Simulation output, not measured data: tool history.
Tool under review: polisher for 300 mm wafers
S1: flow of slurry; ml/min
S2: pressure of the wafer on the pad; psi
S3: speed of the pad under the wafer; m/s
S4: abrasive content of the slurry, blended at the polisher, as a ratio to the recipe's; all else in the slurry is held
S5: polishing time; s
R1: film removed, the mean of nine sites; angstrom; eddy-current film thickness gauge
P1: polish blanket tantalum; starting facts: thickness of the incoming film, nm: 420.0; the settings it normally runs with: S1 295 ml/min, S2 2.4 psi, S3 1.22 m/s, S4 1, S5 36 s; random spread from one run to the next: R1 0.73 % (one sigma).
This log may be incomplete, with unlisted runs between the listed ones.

Run 1, hour 9.1: S1 295 ml/min, S2 2.4 psi, S3 1.22 m/s, S4 1, S5 36 s. Result: R1 1005.9 angstrom.
Run 2, hour 18.3: S1 295 ml/min, S2 2.4 psi, S3 1.22 m/s, S4 0.6, S5 36 s. Result: R1 838.22 angstrom.
Run 3, hour 23.5: S1 295 ml/min, S2 2.4 psi, S3 1.22 m/s, S4 1, S5 36 s. Result: R1 988.86 angstrom.
Run 4, hour 28.5: S1 295 ml/min, S2 2.4 psi, S3 1.22 m/s, S4 1, S5 36 s. Result: R1 1012.7 angstrom.
Run 5, hour 38.5: S1 295 ml/min, S2 1.5 psi, S3 1.22 m/s, S4 1, S5 36 s. Result: R1 623.82 angstrom.
Run 6, hour 44: S1 295 ml/min, S2 2.4 psi, S3 1.22 m/s, S4 1, S5 36 s. Result: R1 1002.3 angstrom.
Run 7, hour 50: S1 195 ml/min, S2 2.4 psi, S3 1.22 m/s, S4 1, S5 36 s. Result: R1 963.52 angstrom.
At hour 53.3: slurry blender recalibrated.
Run 8, hour 58.5: S1 295 ml/min, S2 2.4 psi, S3 0.74 m/s, S4 1, S5 36 s. Result: R1 615.39 angstrom.
Run 9, hour 64.4: S1 295 ml/min, S2 2.4 psi, S3 1.84 m/s, S4 1, S5 36 s. Result: R1 1527.1 angstrom.
Run 10, hour 71.5: S1 295 ml/min, S2 2.4 psi, S3 1.22 m/s, S4 1, S5 36 s. Result: R1 1004.9 angstrom.
Run 11, hour 78.8: S1 295 ml/min, S2 2.4 psi, S3 1.22 m/s, S4 1.4, S5 36 s. Result: R1 1088.5 angstrom.
Run 12, hour 83.6: S1 375 ml/min, S2 2.4 psi, S3 1.22 m/s, S4 1.3, S5 36 s. Result: R1 1092 angstrom.
Run 13, hour 94.2: S1 295 ml/min, S2 2.4 psi, S3 1.22 m/s, S4 1, S5 36 s. Result: R1 1002.9 angstrom.
Run 14, hour 102.5: S1 295 ml/min, S2 3.5 psi, S3 1.22 m/s, S4 1, S5 49 s. Result: R1 1993.6 angstrom.
Run 15, hour 107.5: S1 445 ml/min, S2 2.4 psi, S3 1.22 m/s, S4 1, S5 36 s. Result: R1 1025.7 angstrom.
Run 16, hour 114.1: S1 295 ml/min, S2 3 psi, S3 1.22 m/s, S4 1, S5 36 s. Result: R1 1243.7 angstrom.
At hour 122.6: slurry nozzle cleaned.
Run 17, hour 124.3: S1 295 ml/min, S2 2.4 psi, S3 1.22 m/s, S4 1, S5 20 s. Result: R1 556.58 angstrom.
Run 18, hour 132.4: S1 295 ml/min, S2 2.4 psi, S3 1.22 m/s, S4 1, S5 57 s. Result: R1 1585.8 angstrom.
Run 19, hour 142.6: S1 295 ml/min, S2 2.4 psi, S3 1.22 m/s, S4 1, S5 36 s. Result: R1 1002.5 angstrom.
Run 20, hour 150: S1 295 ml/min, S2 2.4 psi, S3 1.22 m/s, S4 1, S5 36 s. Result: R1 969.22 angstrom.
Run 21, hour 157.6: S1 295 ml/min, S2 2.4 psi, S3 1.22 m/s, S4 1, S5 36 s. Result: R1 927.71 angstrom.
At hour 166.1: slurry nozzle cleaned.
Run 22, hour 166.5: S1 295 ml/min, S2 2.4 psi, S3 1.22 m/s, S4 1, S5 36 s. Result: R1 918.55 angstrom.
Run 23, hour 173.9: S1 295 ml/min, S2 2.4 psi, S3 1.22 m/s, S4 1, S5 36 s. Result: R1 904.1 angstrom.
At hour 177.7: worn pad replaced by a new one.
Run 24, hour 184.1: S1 295 ml/min, S2 2.4 psi, S3 1.22 m/s, S4 1, S5 36 s. Result: R1 897.58 angstrom.
Run 25, hour 193.1: S1 295 ml/min, S2 2.4 psi, S3 1.22 m/s, S4 1, S5 36 s. Result: R1 895.3 angstrom.

Compared with where it was, what P1 gives has crept away. Each cause listed below fits the log as well as the rest, at the size given for it:
A: head's pressure below its setpoint, % = 10.4
B: abrasive missing from the slurry, % = 29
The onset of the drift is placed at about hour 142.6.
What rules out each remaining cause:
removal rate lost through wear of the pad, %: maintenance at hour 177.7, after the shift began, did not return the process to its former output
slurry flow missing at the pad, %: maintenance at hour 166.1, after the shift began, did not return the process to its former output

The 4 check runs listed below each average the results of 5 wafers, and their outcomes are marked with question marks. Under which run would the listed causes produce clearly different results?
Run check 1, hour 202.1: S1 295 ml/min, S2 2.4 psi, S3 1.22 m/s, S4 1.4, S5 50 s. Result: R1 ?.
Run check 2, hour 202.1: S1 425 ml/min, S2 2.4 psi, S3 1.22 m/s, S4 1, S5 56 s. Result: R1 ?.
Run check 3, hour 202.1: S1 425 ml/min, S2 2.4 psi, S3 1.22 m/s, S4 1, S5 36 s. Result: R1 ?.
Run check 4, hour 202.1: S1 295 ml/min, S2 2.4 psi, S3 1.8 m/s, S4 1, S5 20 s. Result: R1 ?.

Outcome of each check run for each possible cause:
  check  result    if A    if B
check 1      R1  1360.2  1391.8
check 2      R1  1438.7  1437.9
check 3      R1  924.88  924.36
check 4      R1  737.23  736.82
Minimum pairwise separation of causes per check, each pair taken at its best-separating result: check 1 2.29 %; check 2 0.06 %; check 3 0.06 %; check 4 0.06 %
The other checks would show nearly matching results whichever cause is true, so check 1 is the only one that separates the causes.

The results of check 1 are: R1 1395.5 angstrom. Based on these, which of the listed causes is it?

B is the cause: abrasive missing from the slurry, %.

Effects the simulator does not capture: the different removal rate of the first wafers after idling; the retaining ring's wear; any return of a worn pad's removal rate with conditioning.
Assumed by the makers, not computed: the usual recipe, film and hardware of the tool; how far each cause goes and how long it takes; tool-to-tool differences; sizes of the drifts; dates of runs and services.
